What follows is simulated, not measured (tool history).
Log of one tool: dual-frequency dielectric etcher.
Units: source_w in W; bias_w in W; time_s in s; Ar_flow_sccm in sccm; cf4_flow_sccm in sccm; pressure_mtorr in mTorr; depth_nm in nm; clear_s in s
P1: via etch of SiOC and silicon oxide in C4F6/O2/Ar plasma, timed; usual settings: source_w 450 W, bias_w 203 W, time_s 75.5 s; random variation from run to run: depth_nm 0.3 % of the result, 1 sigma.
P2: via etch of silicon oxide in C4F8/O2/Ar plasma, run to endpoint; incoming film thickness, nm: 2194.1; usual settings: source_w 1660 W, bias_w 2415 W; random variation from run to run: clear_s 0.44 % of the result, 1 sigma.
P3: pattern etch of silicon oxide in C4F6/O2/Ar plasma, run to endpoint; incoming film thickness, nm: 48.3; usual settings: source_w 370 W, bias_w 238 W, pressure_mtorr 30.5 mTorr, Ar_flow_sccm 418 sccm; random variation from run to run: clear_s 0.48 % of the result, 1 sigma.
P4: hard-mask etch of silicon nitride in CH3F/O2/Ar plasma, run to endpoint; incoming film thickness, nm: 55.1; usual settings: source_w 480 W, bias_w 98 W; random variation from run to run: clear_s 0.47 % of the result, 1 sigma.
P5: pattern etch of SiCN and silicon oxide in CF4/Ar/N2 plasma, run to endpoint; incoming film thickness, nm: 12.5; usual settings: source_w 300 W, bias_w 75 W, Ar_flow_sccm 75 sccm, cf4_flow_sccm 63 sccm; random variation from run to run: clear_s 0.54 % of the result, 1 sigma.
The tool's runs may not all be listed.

| run | hour | process | source_w | bias_w | time_s | Ar_flow_sccm | cf4_flow_sccm | pressure_mtorr | hours since the last wet clean | hours since the last source power generator calibration | hours since the last bias power generator calibration | depth_nm | clear_s |
|---|---|---|---|---|---|---|---|---|---|---|---|---|---|
| 1 | 5.3 | P1 | 450 | 203 | 75.5 |  |  |  | 63.2 | 2274.0 | 622.4 | 94.855 |  |
| 2 | 12.6 | P5 | 410 | 75 |  | 75 | 63 |  | 70.5 | 2281.3 | 629.7 |  | 14.814 |
| 3 | 16.6 | P1 | 450 | 203 | 100.5 |  |  |  | 74.5 | 2285.3 | 633.7 | 126.120 |  |
| 4 | 22.0 | P1 | 450 | 203 | 75.5 |  |  |  | 79.9 | 2290.7 | 639.1 | 94.925 |  |
| 5 | 27.9 | P1 | 450 | 275 | 75.5 |  |  |  | 85.8 | 2296.6 | 645.0 | 104.860 |  |
| 6 | 35.1 | P2 | 1660 | 3015 |  |  |  |  | 93.0 | 2303.8 | 652.2 |  | 405.090 |
| 7 | 39.7 | P1 | 450 | 251 | 98.0 |  |  |  | 97.6 | 2308.4 | 656.8 | 132.880 |  |
| 8 | 47.1 | P5 | 300 | 75 |  | 102 | 63 |  | 105.0 | 2315.8 | 664.2 |  | 20.332 |
| 9 | 52.5 | P4 | 480 | 98 |  |  |  |  | 110.4 | 2321.2 | 669.6 |  | 67.998 |
| 10 | 56.6 | P3 | 370 | 300 |  | 418 |  | 30.5 | 114.5 | 2325.3 | 673.7 |  | 13.692 |
|  | 63.8 | bias power generator calibrated |
| 11 | 64.2 | P1 | 450 | 203 | 75.5 |  |  |  | 122.1 | 2332.9 | 0.5 | 94.920 |  |
| 12 | 67.6 | P1 | 450 | 135 | 75.5 |  |  |  | 125.5 | 2336.3 | 3.9 | 83.456 |  |
| 13 | 72.4 | P5 | 300 | 75 |  | 75 | 63 |  | 130.3 | 2341.1 | 8.7 |  | 19.587 |
| 14 | 76.9 | P1 | 310 | 203 | 75.5 |  |  |  | 134.8 | 2345.6 | 13.2 | 82.261 |  |
| 15 | 82.4 | P3 | 500 | 238 |  | 418 |  | 30.5 | 140.3 | 2351.1 | 18.7 |  | 13.252 |
| 16 | 88.1 | P2 | 1660 | 2415 |  |  |  |  | 146.0 | 2356.8 | 24.4 |  | 429.970 |
| 17 | 92.4 | P1 | 450 | 280 | 90.5 |  |  |  | 150.3 | 2361.1 | 28.7 | 127.000 |  |
| 18 | 99.2 | P2 | 1030 | 2415 |  |  |  |  | 157.1 | 2367.9 | 35.5 |  | 521.360 |
| 19 | 103.3 | P3 | 370 | 238 |  | 418 |  | 30.5 | 161.2 | 2372.0 | 39.6 |  | 14.769 |
| 20 | 107.0 | P3 | 370 | 238 |  | 418 |  | 39.5 | 164.9 | 2375.7 | 43.3 |  | 15.329 |
| 21 | 114.5 | P3 | 370 | 238 |  | 249 |  | 30.5 | 172.4 | 2383.2 | 50.8 |  | 13.950 |
| 22 | 118.4 | P4 | 480 | 77 |  |  |  |  | 176.3 | 2387.1 | 54.7 |  | 73.364 |
| 23 | 123.4 | P3 | 370 | 238 |  | 418 |  | 30.5 | 181.3 | 2392.1 | 59.7 |  | 14.856 |
| 24 | 126.8 | P4 | 380 | 98 |  |  |  |  | 184.7 | 2395.5 | 63.1 |  | 73.974 |
|  | 127.7 | source power generator calibrated |
| 25 | 133.7 | P1 | 600 | 203 | 75.5 |  |  |  | 191.6 | 6.1 | 70.0 | 105.830 |  |
| 26 | 140.6 | P1 | 450 | 203 | 75.5 |  |  |  | 198.5 | 13.0 | 76.9 | 94.782 |  |
| 27 | 146.7 | P2 | 1660 | 2415 |  |  |  |  | 204.6 | 19.1 | 83.0 |  | 431.200 |
| 28 | 153.7 | P1 | 450 | 203 | 44.0 |  |  |  | 211.6 | 26.1 | 90.0 | 55.295 |  |
| 29 | 160.2 | P5 | 300 | 75 |  | 75 | 84 |  | 218.1 | 32.6 | 96.5 |  | 18.953 |
| 30 | 166.2 | P5 | 300 | 75 |  | 75 | 63 |  | 224.1 | 38.6 | 102.5 |  | 19.572 |
| 31 | 173.8 | P5 | 300 | 44 |  | 75 | 63 |  | 231.7 | 46.2 | 110.1 |  | 23.181 |
| 32 | 177.9 | P4 | 480 | 98 |  |  |  |  | 235.8 | 50.3 | 114.2 |  | 67.870 |
| 33 | 182.9 | P1 | 450 | 203 | 75.5 |  |  |  | 240.8 | 55.3 | 119.2 | 95.250 |  |
| 34 | 190.5 | P1 | 450 | 203 | 75.5 |  |  |  | 248.4 | 62.9 | 126.8 | 94.395 |  |
| 35 | 198.0 | P1 | 450 | 203 | 75.5 |  |  |  | 255.9 | 70.4 | 134.3 | 94.166 |  |
| 36 | 202.8 | P1 | 450 | 203 | 75.5 |  |  |  | 260.7 | 75.2 | 139.1 | 93.715 |  |
| 37 | 208.1 | P1 | 450 | 203 | 75.5 |  |  |  | 266.0 | 80.5 | 144.4 | 93.621 |  |
| 38 | 214.2 | P1 | 450 | 203 | 75.5 |  |  |  | 272.1 | 86.6 | 150.5 | 93.413 |  |
|  | 214.5 | wet clean of the chamber |
| 39 | 219.7 | P1 | 450 | 203 | 75.5 |  |  |  | 5.2 | 92.1 | 156.0 | 93.463 |  |
| 40 | 224.1 | P1 | 450 | 203 | 75.5 |  |  |  | 9.6 | 96.5 | 160.4 | 93.338 |  |
| 41 | 231.0 | P1 | 450 | 203 | 75.5 |  |  |  | 16.5 | 103.4 | 167.3 | 93.412 |  |
| 42 | 238.8 | P1 | 450 | 203 | 75.5 |  |  |  | 24.3 | 111.2 | 175.1 | 92.807 |  |

What P1 gives has crept away from where it was. These 2 causes fit the log equally well, each at the size given:
A: bias power that arrives under what is set, % = 4.57
B: source power that arrives under what is set, % = 3.88
The creep began at about hour 182.9.
Why every other cause is out:
chamber walls in a state that lowers the etch rate, %: serviced at hour 214.5, which brought nothing back

4 check runs are offered, each on 5 wafers whose results are averaged, their results left as question marks. Which one tells the causes apart?
| check 1 | 246.6 | P4 | 400 | 83 |  |  |  |  |  |  |  |  | ? |
| check 2 | 246.6 | P2 | 1190 | 2415 |  |  |  |  |  |  |  |  | ? |
| check 3 | 246.6 | P3 | 500 | 300 |  | 418 |  | 30.5 |  |  |  |  | ? |
| check 4 | 246.6 | P5 | 300 | 45 |  | 95 | 63 |  |  |  |  |  | ? |

What each check would give under each cause:
| check | result | if A | if B |
|---|---|---|---|
| check 1 | clear_s | 78.356 | 78.232 |
| check 2 | clear_s | 499.140 | 499.680 |
| check 3 | clear_s | 12.407 | 12.395 |
| check 4 | clear_s | 24.380 | 24.886 |
How far apart the two closest causes lie, in the result that separates them most: check 1 0.16 %; check 2 0.11 %; check 3 0.1 %; check 4 2.05 %
Check 4 tells the causes apart: in the others they would give nearly the same result.

Check 4 was then run and gave: clear_s 24.380 s. Which cause is it?

It is A: bias power that arrives under what is set, %.

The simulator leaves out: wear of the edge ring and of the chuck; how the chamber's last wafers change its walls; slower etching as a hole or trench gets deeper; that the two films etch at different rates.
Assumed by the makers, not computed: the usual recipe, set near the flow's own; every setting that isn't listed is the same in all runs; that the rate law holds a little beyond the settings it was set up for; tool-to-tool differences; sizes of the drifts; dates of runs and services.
